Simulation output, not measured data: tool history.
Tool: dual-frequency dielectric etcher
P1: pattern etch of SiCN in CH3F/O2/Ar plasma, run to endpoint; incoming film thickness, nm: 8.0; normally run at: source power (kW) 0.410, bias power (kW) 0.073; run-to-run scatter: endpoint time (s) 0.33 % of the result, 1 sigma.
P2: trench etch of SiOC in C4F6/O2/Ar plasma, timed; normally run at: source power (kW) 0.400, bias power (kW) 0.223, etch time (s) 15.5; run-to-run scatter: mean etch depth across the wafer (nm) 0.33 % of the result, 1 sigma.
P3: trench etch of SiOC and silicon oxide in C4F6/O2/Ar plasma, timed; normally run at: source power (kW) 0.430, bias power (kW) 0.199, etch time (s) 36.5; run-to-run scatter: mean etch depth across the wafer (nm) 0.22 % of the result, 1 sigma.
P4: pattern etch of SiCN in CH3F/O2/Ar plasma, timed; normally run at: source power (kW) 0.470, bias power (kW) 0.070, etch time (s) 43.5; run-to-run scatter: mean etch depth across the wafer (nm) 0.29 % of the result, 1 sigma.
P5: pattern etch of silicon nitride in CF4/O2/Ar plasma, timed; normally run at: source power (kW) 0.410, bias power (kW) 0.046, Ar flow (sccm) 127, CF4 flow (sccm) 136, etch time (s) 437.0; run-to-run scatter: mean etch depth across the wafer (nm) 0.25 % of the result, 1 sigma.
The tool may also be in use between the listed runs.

run	hour	process that ran	source power (kW)	bias power (kW)	Ar flow (sccm)	CF4 flow (sccm)	etch time (s)	hours since the last wet clean	hours since the last source power generator calibration	hours since the last bias power generator calibration	endpoint time (s)	mean etch depth across the wafer (nm)
1	12.3	P1	0.410	0.073				136.2	691.2	1554.5	20.980	
2	27.7	P5	0.410	0.046	127	136	437.0	151.6	706.6	1569.9		665.370
3	40.1	P1	0.260	0.073				164.0	719.0	1582.3	24.840	
4	51.6	P5	0.410	0.046	127	86	437.0	175.5	730.5	1593.8		623.310
5	60.5	P4	0.470	0.090			43.5	184.4	739.4	1602.7		19.063
6	78.4	P4	0.660	0.070			43.5	202.3	757.3	1620.6		19.818
7	91.4	P3	0.270	0.199			36.5	215.3	770.3	1633.6		62.837
8	100.9	P2	0.400	0.223			15.5	224.8	779.8	1643.1		34.430
9	110.3	P1	0.410	0.073				234.2	789.2	1652.5	20.886	
10	122.1	P3	0.430	0.261			36.5	246.0	801.0	1664.3		82.629
11	135.7	P5	0.410	0.046	164	136	437.0	259.6	814.6	1677.9		644.040
12	144.8	P3	0.430	0.199			36.5	268.7	823.7	1687.0		75.362
13	154.2	P1	0.410	0.073				278.1	833.1	1696.4	20.858	
14	168.7	P1	0.410	0.092				292.6	847.6	1710.9	19.122	
15	186.8	P1	0.410	0.050				310.7	865.7	1729.0	23.703	
16	200.8	P1	0.320	0.059				324.7	879.7	1743.0	24.639	
17	210.2	P5	0.280	0.046	127	136	437.0	334.1	889.1	1752.4		475.380
18	219.4	P4	0.470	0.070			43.5	343.3	898.3	1761.6		17.378
19	233.9	P5	0.410	0.046	127	136	643.0	357.8	912.8	1776.1		974.860
20	251.4	P2	0.520	0.223			15.5	375.3	930.3	1793.6		38.226
21	264.2	P3	0.430	0.199			45.5	388.1	943.1	1806.4		93.605
22	276.7	P1	0.560	0.073				400.6	955.6	1818.9	18.580	
23	287.8	P5	0.410	0.056	127	136	437.0	411.7	966.7	1830.0		711.460
24	301.1	P2	0.400	0.223			15.5	425.0	980.0	1843.3		34.529
25	316.7	P1	0.410	0.073				440.6	995.6	1858.9	20.894	
26	331.1	P4	0.470	0.070			25.5	455.0	1010.0	1873.3		10.208
27	347.6	P2	0.400	0.223			21.0	471.5	1026.5	1889.8		46.782
28	356.3	P2	0.400	0.140			15.5	480.2	1035.2	1898.5		29.860
29	364.5	P1	0.410	0.073				488.4	1043.4	1906.7	20.952	
30	381.3	P1	0.410	0.073				505.2	1060.2	1923.5	21.124	
31	390.4	P1	0.410	0.073				514.3	1069.3	1932.6	21.082	
32	400.1	P1	0.410	0.073				524.0	1079.0	1942.3	21.222	
33	409.3	P1	0.410	0.073				533.2	1088.2	1951.5	21.193	
34	417.6	P1	0.410	0.073				541.5	1096.5	1959.8	21.327	
35	435.9	P1	0.410	0.073				559.8	1114.8	1978.1	21.236	
36	445.1	P1	0.410	0.073				569.0	1124.0	1987.3	21.196	
# hour 456.8: wet clean of the chamber
37	462.2	P1	0.410	0.073				5.4	1141.1	2004.4	21.172	
38	475.4	P1	0.410	0.073				18.6	1154.3	2017.6	21.246	
39	492.7	P1	0.410	0.073				35.9	1171.6	2034.9	21.218	

What P1 gives has crept away from where it was. These 2 causes fit the log equally well, each at the size given:
A: source power that arrives under what is set, % = 4.28
B: bias power that arrives under what is set, % = 4.56
The creep began at about hour 364.5.
Why every other cause is out:
chamber walls in a state that lowers the etch rate, %: serviced at hour 456.8, which brought nothing back

4 check runs are offered, one wafer each, their results left as question marks. Which one tells the causes apart?
check 1	510.0	P2	0.500	0.223			15.5					?
check 2	510.0	P4	0.610	0.070			31.0					?
check 3	510.0	P5	0.410	0.046	127	136	619.0					?
check 4	510.0	P3	0.430	0.257			36.5					?

What each check would give under each cause:
check	result	if A	if B
check 1	mean etch depth across the wafer (nm)	37.027	37.092
check 2	mean etch depth across the wafer (nm)	13.499	13.511
check 3	mean etch depth across the wafer (nm)	903.890	923.060
check 4	mean etch depth across the wafer (nm)	80.647	80.726
How far apart the two closest causes lie, in the result that separates them most: check 1 0.18 %; check 2 0.09 %; check 3 2.1 %; check 4 0.1 %
Only check 3 tells the causes apart: in the others they would give nearly the same result.

Then check 3 was run and gave: mean etch depth across the wafer (nm) 905.960. Which cause is it?

It is A: source power that arrives under what is set, %.
